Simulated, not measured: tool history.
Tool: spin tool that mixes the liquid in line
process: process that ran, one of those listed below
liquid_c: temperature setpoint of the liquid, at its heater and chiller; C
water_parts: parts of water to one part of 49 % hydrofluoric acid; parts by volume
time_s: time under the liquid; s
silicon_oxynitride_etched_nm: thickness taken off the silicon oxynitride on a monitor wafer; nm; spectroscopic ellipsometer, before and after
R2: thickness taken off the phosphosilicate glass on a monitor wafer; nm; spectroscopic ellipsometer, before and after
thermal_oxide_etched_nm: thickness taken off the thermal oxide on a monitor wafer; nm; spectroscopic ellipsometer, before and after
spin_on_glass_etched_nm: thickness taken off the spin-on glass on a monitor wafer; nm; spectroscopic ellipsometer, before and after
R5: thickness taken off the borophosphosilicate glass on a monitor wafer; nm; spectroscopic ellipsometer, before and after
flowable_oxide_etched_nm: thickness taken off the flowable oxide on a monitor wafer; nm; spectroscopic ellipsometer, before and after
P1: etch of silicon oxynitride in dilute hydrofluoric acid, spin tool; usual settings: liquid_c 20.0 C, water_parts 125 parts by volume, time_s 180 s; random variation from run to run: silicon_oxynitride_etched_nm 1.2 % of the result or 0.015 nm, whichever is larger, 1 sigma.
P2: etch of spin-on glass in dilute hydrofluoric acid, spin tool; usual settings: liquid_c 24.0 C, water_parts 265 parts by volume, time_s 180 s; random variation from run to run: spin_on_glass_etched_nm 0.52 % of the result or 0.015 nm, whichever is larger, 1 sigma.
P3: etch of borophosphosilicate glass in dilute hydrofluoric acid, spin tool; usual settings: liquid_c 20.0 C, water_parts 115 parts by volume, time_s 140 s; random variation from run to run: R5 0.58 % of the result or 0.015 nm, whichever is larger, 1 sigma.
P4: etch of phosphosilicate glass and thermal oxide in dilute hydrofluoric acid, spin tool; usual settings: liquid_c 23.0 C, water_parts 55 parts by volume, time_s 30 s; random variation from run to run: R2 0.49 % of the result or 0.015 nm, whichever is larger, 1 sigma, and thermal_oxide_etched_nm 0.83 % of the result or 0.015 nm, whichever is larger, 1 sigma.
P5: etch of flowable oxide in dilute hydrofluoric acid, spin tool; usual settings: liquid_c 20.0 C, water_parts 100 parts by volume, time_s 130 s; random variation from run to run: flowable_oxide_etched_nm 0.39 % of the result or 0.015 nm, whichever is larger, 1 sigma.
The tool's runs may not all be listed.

{"run": 1, "hour": 8.6, "process": "P1", "liquid_c": 20.0, "water_parts": 125, "time_s": 180, "silicon_oxynitride_etched_nm": 2.2623}
{"run": 2, "hour": 26.2, "process": "P4", "liquid_c": 17.0, "water_parts": 55, "time_s": 30, "R2": 44.183, "thermal_oxide_etched_nm": 1.9819}
{"run": 3, "hour": 41.4, "process": "P2", "liquid_c": 18.5, "water_parts": 265, "time_s": 180, "spin_on_glass_etched_nm": 18.695}
{"run": 4, "hour": 50.1, "process": "P3", "liquid_c": 20.0, "water_parts": 115, "time_s": 140, "R5": 56.711}
{"run": 5, "hour": 67.5, "process": "P1", "liquid_c": 20.0, "water_parts": 180, "time_s": 55, "silicon_oxynitride_etched_nm": 0.43757}
{"run": 6, "hour": 80.2, "process": "P2", "liquid_c": 24.0, "water_parts": 265, "time_s": 180, "spin_on_glass_etched_nm": 22.931}
{"run": 7, "hour": 94.9, "process": "P3", "liquid_c": 17.0, "water_parts": 115, "time_s": 140, "R5": 50.083}
{"run": 8, "hour": 106.5, "process": "P5", "liquid_c": 20.0, "water_parts": 20, "time_s": 130, "flowable_oxide_etched_nm": 329.12}
{"run": 9, "hour": 121.8, "process": "P1", "liquid_c": 20.0, "water_parts": 125, "time_s": 180, "silicon_oxynitride_etched_nm": 2.2185}
{"run": 10, "hour": 130.4, "process": "P1", "liquid_c": 20.0, "water_parts": 70, "time_s": 180, "silicon_oxynitride_etched_nm": 4.0581}
{"run": 11, "hour": 142.5, "process": "P1", "liquid_c": 20.0, "water_parts": 125, "time_s": 180, "silicon_oxynitride_etched_nm": 2.2495}
{"run": 12, "hour": 158.4, "process": "P4", "liquid_c": 23.0, "water_parts": 55, "time_s": 30, "R2": 57.068, "thermal_oxide_etched_nm": 2.5682}
{"run": 13, "hour": 167.1, "process": "P2", "liquid_c": 24.0, "water_parts": 410, "time_s": 180, "spin_on_glass_etched_nm": 12.847}
{"run": 14, "hour": 179.6, "process": "P1", "liquid_c": 20.0, "water_parts": 200, "time_s": 180, "silicon_oxynitride_etched_nm": 1.3626}
{"run": 15, "hour": 188.7, "process": "P5", "liquid_c": 20.0, "water_parts": 100, "time_s": 130, "flowable_oxide_etched_nm": 60.042}
{"hour": 189.8, "done": "thermometer replaced"}
{"run": 16, "hour": 206.5, "process": "P1", "liquid_c": 20.0, "water_parts": 125, "time_s": 180, "silicon_oxynitride_etched_nm": 2.2149}
{"run": 17, "hour": 221.7, "process": "P3", "liquid_c": 20.0, "water_parts": 20, "time_s": 140, "R5": 362.62}
{"run": 18, "hour": 236.1, "process": "P1", "liquid_c": 17.0, "water_parts": 125, "time_s": 180, "silicon_oxynitride_etched_nm": 1.8445}
{"run": 19, "hour": 250.9, "process": "P5", "liquid_c": 20.0, "water_parts": 100, "time_s": 15, "flowable_oxide_etched_nm": 6.8979}
{"run": 20, "hour": 263.2, "process": "P3", "liquid_c": 20.0, "water_parts": 115, "time_s": 140, "R5": 56.621}
{"run": 21, "hour": 275.5, "process": "P2", "liquid_c": 24.0, "water_parts": 265, "time_s": 340, "spin_on_glass_etched_nm": 43.73}
{"run": 22, "hour": 286.2, "process": "P1", "liquid_c": 20.0, "water_parts": 125, "time_s": 310, "silicon_oxynitride_etched_nm": 3.7754}
{"run": 23, "hour": 294.0, "process": "P1", "liquid_c": 20.0, "water_parts": 125, "time_s": 180, "silicon_oxynitride_etched_nm": 2.1851}
{"run": 24, "hour": 309.6, "process": "P1", "liquid_c": 20.0, "water_parts": 125, "time_s": 180, "silicon_oxynitride_etched_nm": 2.2493}
{"run": 25, "hour": 327.2, "process": "P1", "liquid_c": 27.5, "water_parts": 125, "time_s": 180, "silicon_oxynitride_etched_nm": 3.0977}
{"run": 26, "hour": 336.2, "process": "P5", "liquid_c": 25.0, "water_parts": 100, "time_s": 130, "flowable_oxide_etched_nm": 73.856}
{"run": 27, "hour": 346.5, "process": "P3", "liquid_c": 20.0, "water_parts": 115, "time_s": 215, "R5": 86.802}
{"run": 28, "hour": 361.7, "process": "P2", "liquid_c": 24.0, "water_parts": 265, "time_s": 180, "spin_on_glass_etched_nm": 23.053}
{"run": 29, "hour": 370.7, "process": "P4", "liquid_c": 23.0, "water_parts": 20, "time_s": 30, "R2": 163.51, "thermal_oxide_etched_nm": 7.4048}
{"run": 30, "hour": 386.0, "process": "P4", "liquid_c": 23.0, "water_parts": 55, "time_s": 15, "R2": 28.314, "thermal_oxide_etched_nm": 1.2716}
{"run": 31, "hour": 402.7, "process": "P1", "liquid_c": 20.0, "water_parts": 125, "time_s": 15, "silicon_oxynitride_etched_nm": 0.22095}
{"run": 32, "hour": 412.9, "process": "P1", "liquid_c": 20.0, "water_parts": 125, "time_s": 180, "silicon_oxynitride_etched_nm": 2.2123}
{"run": 33, "hour": 427.2, "process": "P1", "liquid_c": 20.0, "water_parts": 125, "time_s": 180, "silicon_oxynitride_etched_nm": 2.0909}
{"run": 34, "hour": 444.8, "process": "P1", "liquid_c": 20.0, "water_parts": 125, "time_s": 180, "silicon_oxynitride_etched_nm": 2.0322}
{"run": 35, "hour": 454.5, "process": "P1", "liquid_c": 20.0, "water_parts": 125, "time_s": 180, "silicon_oxynitride_etched_nm": 2.1134}
{"run": 36, "hour": 463.5, "process": "P1", "liquid_c": 20.0, "water_parts": 125, "time_s": 180, "silicon_oxynitride_etched_nm": 2.0525}
{"run": 37, "hour": 476.6, "process": "P1", "liquid_c": 20.0, "water_parts": 125, "time_s": 180, "silicon_oxynitride_etched_nm": 2.0021}
{"run": 38, "hour": 492.0, "process": "P1", "liquid_c": 20.0, "water_parts": 125, "time_s": 180, "silicon_oxynitride_etched_nm": 2.029}
{"run": 39, "hour": 502.4, "process": "P1", "liquid_c": 20.0, "water_parts": 125, "time_s": 180, "silicon_oxynitride_etched_nm": 2.0331}

What P1 gives has crept away from where it was. These 2 causes fit the log equally well, each at the size given:
A: liquid colder than its thermometer reads (K) = 1.72
B: hydrofluoric acid flow below the setpoint (%) = 7.34
The creep began at about hour 412.9.

4 check runs are offered, one wafer each, their results left as question marks. Which one tells the causes apart?
{"run": "check 1", "hour": 512.8, "process": "P3", "liquid_c": 17.0, "water_parts": 20, "time_s": 140, "R5": "?"}
{"run": "check 2", "hour": 512.8, "process": "P4", "liquid_c": 23.0, "water_parts": 30, "time_s": 15, "R2": "?", "thermal_oxide_etched_nm": "?"}
{"run": "check 3", "hour": 512.8, "process": "P5", "liquid_c": 20.0, "water_parts": 20, "time_s": 40, "flowable_oxide_etched_nm": "?"}
{"run": "check 4", "hour": 512.8, "process": "P2", "liquid_c": 19.0, "water_parts": 375, "time_s": 180, "spin_on_glass_etched_nm": "?"}

What each check would give under each cause:
check=check_1 result=R5 if_A=295.250 if_B=294.980
check=check_2 result=R2 if_A=50.035 if_B=49.711
check=check_2 result=thermal_oxide_etched_nm if_A=2.2548 if_B=2.2402
check=check_3 result=flowable_oxide_etched_nm if_A=94.0990 if_B=93.8420
check=check_4 result=spin_on_glass_etched_nm if_A=11.522 if_B=11.087
How far apart the two closest causes lie, in the result that separates them most: check 1 0.09 %; check 2 0.65 %; check 3 0.27 %; check 4 3.86 %
Check 4 tells the causes apart: in the others they would give nearly the same result.

Check 4 was then run and gave: spin_on_glass_etched_nm 11.015 nm. Which cause is it?

It is B: hydrofluoric acid flow below the setpoint (%).
